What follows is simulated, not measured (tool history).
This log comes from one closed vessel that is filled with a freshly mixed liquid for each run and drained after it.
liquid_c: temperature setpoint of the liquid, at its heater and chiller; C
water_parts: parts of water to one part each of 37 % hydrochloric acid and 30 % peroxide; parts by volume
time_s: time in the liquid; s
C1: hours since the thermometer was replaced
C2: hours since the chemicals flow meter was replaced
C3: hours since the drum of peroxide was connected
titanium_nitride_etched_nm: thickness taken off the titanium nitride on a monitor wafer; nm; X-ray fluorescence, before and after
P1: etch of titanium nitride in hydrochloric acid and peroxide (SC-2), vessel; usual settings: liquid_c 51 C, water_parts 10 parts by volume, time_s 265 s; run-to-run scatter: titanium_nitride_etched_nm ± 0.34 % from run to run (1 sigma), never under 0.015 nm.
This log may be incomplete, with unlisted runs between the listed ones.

run 1 hour=13.1 | liquid_c=51 water_parts=10 time_s=265 | C1=1116.9 C2=619.6 C3=614 | titanium_nitride_etched_nm=9.3171
run 2 hour=23.9 | liquid_c=51 water_parts=10 time_s=265 | C1=1127.7 C2=630.4 C3=624.8 | titanium_nitride_etched_nm=9.3016
run 3 hour=35.8 | liquid_c=51 water_parts=10 time_s=265 | C1=1139.6 C2=642.3 C3=636.7 | titanium_nitride_etched_nm=9.2278
run 4 hour=43.3 | liquid_c=58.5 water_parts=10 time_s=265 | C1=1147.1 C2=649.8 C3=644.2 | titanium_nitride_etched_nm=15.107
run 5 hour=58.6 | liquid_c=51 water_parts=10 time_s=265 | C1=1162.4 C2=665.1 C3=659.5 | titanium_nitride_etched_nm=9.2524
run 6 hour=68.4 | liquid_c=51 water_parts=15.5 time_s=420 | C1=1172.2 C2=674.9 C3=669.3 | titanium_nitride_etched_nm=10.084
run 7 hour=82.4 | liquid_c=36 water_parts=10 time_s=265 | C1=1186.2 C2=688.9 C3=683.3 | titanium_nitride_etched_nm=3.2713
run 8 hour=92.8 | liquid_c=51 water_parts=10 time_s=105 | C1=1196.6 C2=699.3 C3=693.7 | titanium_nitride_etched_nm=3.6647
run 9 hour=103.3 | liquid_c=51 water_parts=10 time_s=265 | C1=1207.1 C2=709.8 C3=704.2 | titanium_nitride_etched_nm=9.2182
run 10 hour=120 | liquid_c=51 water_parts=4 time_s=265 | C1=1223.8 C2=726.5 C3=720.9 | titanium_nitride_etched_nm=18.472
run 11 hour=133.3 | liquid_c=51 water_parts=10 time_s=265 | C1=1237.1 C2=739.8 C3=734.2 | titanium_nitride_etched_nm=9.2813
run 12 hour=145 | liquid_c=51 water_parts=10 time_s=265 | C1=1248.8 C2=751.5 C3=745.9 | titanium_nitride_etched_nm=9.3116
run 13 hour=158.3 | liquid_c=51 water_parts=10 time_s=440 | C1=1262.1 C2=764.8 C3=759.2 | titanium_nitride_etched_nm=15.461
run 14 hour=173.5 | liquid_c=51 water_parts=4 time_s=150 | C1=1277.3 C2=780 C3=774.4 | titanium_nitride_etched_nm=10.566
run 15 hour=189.8 | liquid_c=51 water_parts=15.5 time_s=265 | C1=1293.6 C2=796.3 C3=790.7 | titanium_nitride_etched_nm=6.3886
run 16 hour=202.3 | liquid_c=40 water_parts=4 time_s=265 | C1=1306.1 C2=808.8 C3=803.2 | titanium_nitride_etched_nm=8.7437
run 17 hour=211.1 | liquid_c=51 water_parts=10 time_s=265 | C1=1314.9 C2=817.6 C3=812 | titanium_nitride_etched_nm=9.2623
run 18 hour=226.8 | liquid_c=51 water_parts=10 time_s=265 | C1=1330.6 C2=833.3 C3=827.7 | titanium_nitride_etched_nm=8.9894
run 19 hour=236.4 | liquid_c=51 water_parts=10 time_s=265 | C1=1340.2 C2=842.9 C3=837.3 | titanium_nitride_etched_nm=8.9013
run 20 hour=253.4 | liquid_c=51 water_parts=10 time_s=265 | C1=1357.2 C2=859.9 C3=854.3 | titanium_nitride_etched_nm=8.7526
run 21 hour=270.2 | liquid_c=51 water_parts=10 time_s=265 | C1=1374 C2=876.7 C3=871.1 | titanium_nitride_etched_nm=8.6195
-- hour=275.2 new drum of peroxide connected
run 22 hour=277.8 | liquid_c=51 water_parts=10 time_s=265 | C1=1381.6 C2=884.3 C3=2.6 | titanium_nitride_etched_nm=8.5892
run 23 hour=294.7 | liquid_c=51 water_parts=10 time_s=265 | C1=1398.5 C2=901.2 C3=19.5 | titanium_nitride_etched_nm=8.4929

Run 24 comes next. What will it give?
run 24 hour=303.5 | liquid_c=51 water_parts=10 time_s=265 | C1=1407.3 C2=910 C3=28.3 | titanium_nitride_etched_nm=?

{"run 24": {"titanium_nitride_etched_nm": 8.5735}}
